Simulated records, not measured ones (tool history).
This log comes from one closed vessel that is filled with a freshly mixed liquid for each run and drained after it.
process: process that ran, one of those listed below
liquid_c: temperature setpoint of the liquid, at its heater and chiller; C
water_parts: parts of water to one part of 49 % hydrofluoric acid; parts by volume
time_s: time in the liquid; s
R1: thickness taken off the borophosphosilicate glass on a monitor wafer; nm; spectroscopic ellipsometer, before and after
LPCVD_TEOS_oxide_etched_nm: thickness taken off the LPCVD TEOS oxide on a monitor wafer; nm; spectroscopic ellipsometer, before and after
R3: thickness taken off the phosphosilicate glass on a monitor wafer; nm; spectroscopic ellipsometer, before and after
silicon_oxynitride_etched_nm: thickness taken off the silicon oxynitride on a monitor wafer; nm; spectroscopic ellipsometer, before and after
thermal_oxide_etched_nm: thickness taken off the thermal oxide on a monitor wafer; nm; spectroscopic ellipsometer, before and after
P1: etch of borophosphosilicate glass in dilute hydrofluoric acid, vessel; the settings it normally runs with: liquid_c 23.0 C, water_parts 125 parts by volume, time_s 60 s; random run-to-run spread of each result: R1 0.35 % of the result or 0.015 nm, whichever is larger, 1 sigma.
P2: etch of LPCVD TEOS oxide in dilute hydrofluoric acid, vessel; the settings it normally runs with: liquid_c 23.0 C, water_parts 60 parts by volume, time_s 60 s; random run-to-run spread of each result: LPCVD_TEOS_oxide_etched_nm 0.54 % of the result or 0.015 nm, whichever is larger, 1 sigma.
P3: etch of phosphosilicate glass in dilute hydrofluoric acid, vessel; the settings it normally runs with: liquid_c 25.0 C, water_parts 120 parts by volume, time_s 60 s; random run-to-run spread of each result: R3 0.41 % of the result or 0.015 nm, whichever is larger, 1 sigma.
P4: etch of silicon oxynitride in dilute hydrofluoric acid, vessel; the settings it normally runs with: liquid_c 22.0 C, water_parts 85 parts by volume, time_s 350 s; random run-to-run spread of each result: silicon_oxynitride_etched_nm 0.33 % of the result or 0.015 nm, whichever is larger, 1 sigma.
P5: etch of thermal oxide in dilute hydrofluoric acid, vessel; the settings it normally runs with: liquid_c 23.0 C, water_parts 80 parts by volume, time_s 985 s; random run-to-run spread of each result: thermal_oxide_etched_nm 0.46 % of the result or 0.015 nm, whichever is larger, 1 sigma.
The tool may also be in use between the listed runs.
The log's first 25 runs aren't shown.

Run 26, day 11.967: process P5, liquid_c 23.0 C, water_parts 80 parts by volume, time_s 985 s. Result: thermal_oxide_etched_nm 55.8180 nm.
Run 27, day 12.612: process P1, liquid_c 23.0 C, water_parts 125 parts by volume, time_s 60 s. Result: R1 15.3180 nm.
Run 28, day 12.992: process P4, liquid_c 22.0 C, water_parts 40 parts by volume, time_s 350 s. Result: silicon_oxynitride_etched_nm 25.3710 nm.
Run 29, day 13.317: process P4, liquid_c 17.0 C, water_parts 85 parts by volume, time_s 350 s. Result: silicon_oxynitride_etched_nm 9.0254 nm.
Run 30, day 13.867: process P1, liquid_c 23.0 C, water_parts 45 parts by volume, time_s 60 s. Result: R1 46.8870 nm.
Run 31, day 14.262: process P2, liquid_c 23.0 C, water_parts 60 parts by volume, time_s 60 s. Result: LPCVD_TEOS_oxide_etched_nm 56.639 nm.
Run 32, day 14.717: process P1, liquid_c 23.0 C, water_parts 125 parts by volume, time_s 60 s. Result: R1 15.2910 nm.
Run 33, day 15.054: process P1, liquid_c 23.0 C, water_parts 125 parts by volume, time_s 60 s. Result: R1 14.8650 nm.
Run 34, day 15.350: process P1, liquid_c 23.0 C, water_parts 125 parts by volume, time_s 60 s. Result: R1 14.6950 nm.
Run 35, day 15.983: process P1, liquid_c 23.0 C, water_parts 125 parts by volume, time_s 60 s. Result: R1 14.3840 nm.
Run 36, day 16.633: process P1, liquid_c 23.0 C, water_parts 125 parts by volume, time_s 60 s. Result: R1 14.2370 nm.
Run 37, day 16.933: process P1, liquid_c 23.0 C, water_parts 125 parts by volume, time_s 60 s. Result: R1 14.1320 nm.
Run 38, day 17.450: process P1, liquid_c 23.0 C, water_parts 125 parts by volume, time_s 60 s. Result: R1 14.0930 nm.
Run 39, day 17.738: process P1, liquid_c 23.0 C, water_parts 125 parts by volume, time_s 60 s. Result: R1 13.9370 nm.
Run 40, day 18.183: process P1, liquid_c 23.0 C, water_parts 125 parts by volume, time_s 60 s. Result: R1 13.8240 nm.

What will run 41 give?
Run 41, day 18.729: process P1, liquid_c 23.0 C, water_parts 125 parts by volume, time_s 60 s. Result: R1 ?.

{"run 41": {"R1": 14.024}}

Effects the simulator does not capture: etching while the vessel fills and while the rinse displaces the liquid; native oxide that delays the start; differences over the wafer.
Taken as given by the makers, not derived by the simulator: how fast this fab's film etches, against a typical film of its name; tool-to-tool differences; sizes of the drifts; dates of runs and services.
